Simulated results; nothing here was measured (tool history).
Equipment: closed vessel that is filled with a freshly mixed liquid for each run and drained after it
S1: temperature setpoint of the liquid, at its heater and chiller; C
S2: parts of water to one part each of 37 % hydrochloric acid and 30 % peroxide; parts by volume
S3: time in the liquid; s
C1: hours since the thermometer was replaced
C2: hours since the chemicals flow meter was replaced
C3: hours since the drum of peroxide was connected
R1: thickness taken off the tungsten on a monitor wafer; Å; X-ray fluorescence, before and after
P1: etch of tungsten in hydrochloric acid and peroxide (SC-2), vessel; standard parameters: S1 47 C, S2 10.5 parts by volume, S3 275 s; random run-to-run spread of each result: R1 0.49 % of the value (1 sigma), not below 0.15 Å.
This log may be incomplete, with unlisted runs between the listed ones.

run	hour	S1	S2	S3	C1	C2	C3	R1
1	7.2	47	10.5	275	76.9	213.6	450.3	407.25
2	14	47	10.5	275	83.7	220.4	457.1	405.29
3	21.3	47	10.5	275	91	227.7	464.4	408.45
4	31.6	47	10.5	275	101.3	238	474.7	403.61
5	38.6	47	10.5	550	108.3	245	481.7	810.06
6	45.6	47	10.5	40	115.3	252	488.7	59.139
7	56.1	47	4	275	125.8	262.5	499.2	847.73
8	67.6	47	10.5	275	137.3	274	510.7	405.69
9	79.4	36	10.5	275	149.1	285.8	522.5	187.28
10	86.2	58.5	10.5	460	155.9	292.6	529.3	1445.5
11	97.5	47	18	275	167.2	303.9	540.6	251.98
12	104.2	61	10.5	275	173.9	310.6	547.3	1006.2
13	114.1	47	10.5	275	183.8	320.5	557.2	405.1
14	123.9	47	10.5	275	193.6	330.3	567	419.84
15	130.1	47	10.5	275	199.8	336.5	573.2	421.52
16	142.3	47	10.5	275	212	348.7	585.4	428.8
17	149.5	47	10.5	275	219.2	355.9	592.6	432.11
18	159.6	47	10.5	275	229.3	366	602.7	435.36
19	171.8	47	10.5	275	241.5	378.2	614.9	437.65
20	179.6	47	10.5	275	249.3	386	622.7	437.05
21	191.8	47	10.5	275	261.5	398.2	634.9	443.46
22	203.7	47	10.5	275	273.4	410.1	646.8	439.25
23	214.2	47	10.5	275	283.9	420.6	657.3	442.6
24	221.3	47	10.5	275	291	427.7	664.4	442.47

P1 has crept away from where it was. The log is fitted equally well by each of these 2 causes, at the sizes shown:
A: chemicals flow above the setpoint (%) = 11.2
B: liquid hotter than its thermometer reads (K) = 1.31
The process output started creeping at around hour 114.1.
Why every other cause is out:
peroxide weaker than its label (%): limited to 8, which would change R1 by -7.4 %, either short of the creep or opposite in sign

Below are 4 check runs, each averaged over 3 wafers, with their results shown as question marks. Which of them would give clearly different results depending on which cause is behind the drift?
check 1	228.4	59.5	10.5	275				?
check 2	228.4	40	4	275				?
check 3	228.4	57.5	10.5	530				?
check 4	228.4	55	10.5	65				?

How each check would come out, cause by cause:
check	result	if A	if B
check 1	R1	1003.5	997.14
check 2	R1	557.19	570.21
check 3	R1	1704	1694.9
check 4	R1	178	177.28
Per-check spread between the two closest causes, in the result where they differ most: check 1 0.63 %; check 2 2.31 %; check 3 0.53 %; check 4 0.41 %
Check 2 is the one run that separates the causes; every other check would come out nearly the same whichever cause is at work.

Then check 2 was run and gave: R1 572.35 Å. Which cause is it?

The correct cause is B, namely: liquid hotter than its thermometer reads (K).
